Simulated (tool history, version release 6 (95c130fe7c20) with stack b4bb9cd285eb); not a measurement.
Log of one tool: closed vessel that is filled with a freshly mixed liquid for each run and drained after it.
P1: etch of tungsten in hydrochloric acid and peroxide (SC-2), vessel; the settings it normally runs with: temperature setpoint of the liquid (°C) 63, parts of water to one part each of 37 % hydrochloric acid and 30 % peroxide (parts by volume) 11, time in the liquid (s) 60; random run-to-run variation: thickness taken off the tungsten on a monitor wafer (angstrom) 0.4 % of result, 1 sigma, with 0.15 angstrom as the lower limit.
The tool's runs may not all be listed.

run	day	temperature setpoint of the liquid (°C)	parts of water to one part each of 37 % hydrochloric acid and 30 % peroxide (parts by volume)	time in the liquid (s)	hours since the thermometer was replaced	hours since the chemicals flow meter was replaced	hours since the drum of peroxide was connected	thickness taken off the tungsten on a monitor wafer (angstrom)
1	0.438	63	11	60	578.7	949.7	290.5	210.26
2	0.775	48	11	60	586.8	957.8	298.6	80.608
3	1.121	63	11	60	595.1	966.1	306.9	212.94
4	1.521	63	11	60	604.7	975.7	316.5	211.72
5	1.729	72	11	30	609.7	980.7	321.5	182.15
6	2.162	63	4	60	620.1	991.1	331.9	461.58
7	2.529	72	11	30	628.9	999.9	340.7	182.5
# day 2.867: thermometer replaced
8	2.904	63	11	60	0.9	1008.9	349.7	211.16
9	3.158	63	11	100	7	1015	355.8	353.71
# day 3.258: new drum of peroxide connected
10	3.558	63	15.5	105	16.6	1024.6	7.3	277.79
11	3.775	63	20	60	21.8	1029.8	12.5	125.56
12	3.979	63	11	30	26.7	1034.7	17.4	105.09
13	4.171	71	11	60	31.3	1039.3	22	341.76
14	4.596	63	11	60	41.5	1049.5	32.2	212.06
15	4.946	63	11	60	49.9	1057.9	40.6	217.41
16	5.217	63	11	60	56.4	1064.4	47.1	221.67
17	5.583	63	11	60	65.2	1073.2	55.9	226.6
18	5.958	63	11	60	74.2	1082.2	64.9	228.37
19	6.204	63	11	60	80.1	1088.1	70.8	228.35
20	6.529	63	11	60	87.9	1095.9	78.6	228.09
21	6.904	63	11	60	96.9	1104.9	87.6	231.04
22	7.162	63	11	60	103.1	1111.1	93.8	230.11
23	7.462	63	11	60	110.3	1118.3	101	231.48
24	7.796	63	11	60	118.3	1126.3	109	231.98

The log shows P1 creeping away from where it was. Any of the 2 causes listed here, at the size stated for it, fits the log just as well as the others:
A: liquid hotter than its thermometer reads (K) = 1.42
B: chemicals flow above the setpoint (%) = 10.9
Onset of the creep was near day 4.596.
Ruled out, with reasons:
peroxide weaker than its label (%): 8 at the very most, moving thickness taken off the tungsten on a monitor wafer (angstrom) by -7.4 %, which is either too weak or the wrong sign

Consider the 4 check runs below, whose results appear as question marks and each of which averages 2 wafers. Which one distinguishes the causes, in that each cause would give it a clearly different result?
check 1	8.129	63	7.5	60				?
check 2	8.129	71	11	60				?
check 3	8.129	57	4	60				?
check 4	8.129	54	11	60				?

Predicted outcomes, by check and by cause:
check	result	if A	if B
check 1	thickness taken off the tungsten on a monitor wafer (angstrom)	316.65	314.64
check 2	thickness taken off the tungsten on a monitor wafer (angstrom)	373.02	374.4
check 3	thickness taken off the tungsten on a monitor wafer (angstrom)	345.19	337.48
check 4	thickness taken off the tungsten on a monitor wafer (angstrom)	131.52	130.84
How far apart the two closest causes lie, in the result that separates them most: check 1 0.64 %; check 2 0.37 %; check 3 2.26 %; check 4 0.52 %
Of the check runs offered, only check 3 discriminates between the causes; the rest would read about the same regardless of which cause applies.

With check 3 done, the readings were: thickness taken off the tungsten on a monitor wafer (angstrom) 345.45. Identify which of the listed causes applies.

It was cause A: liquid hotter than its thermometer reads (K).
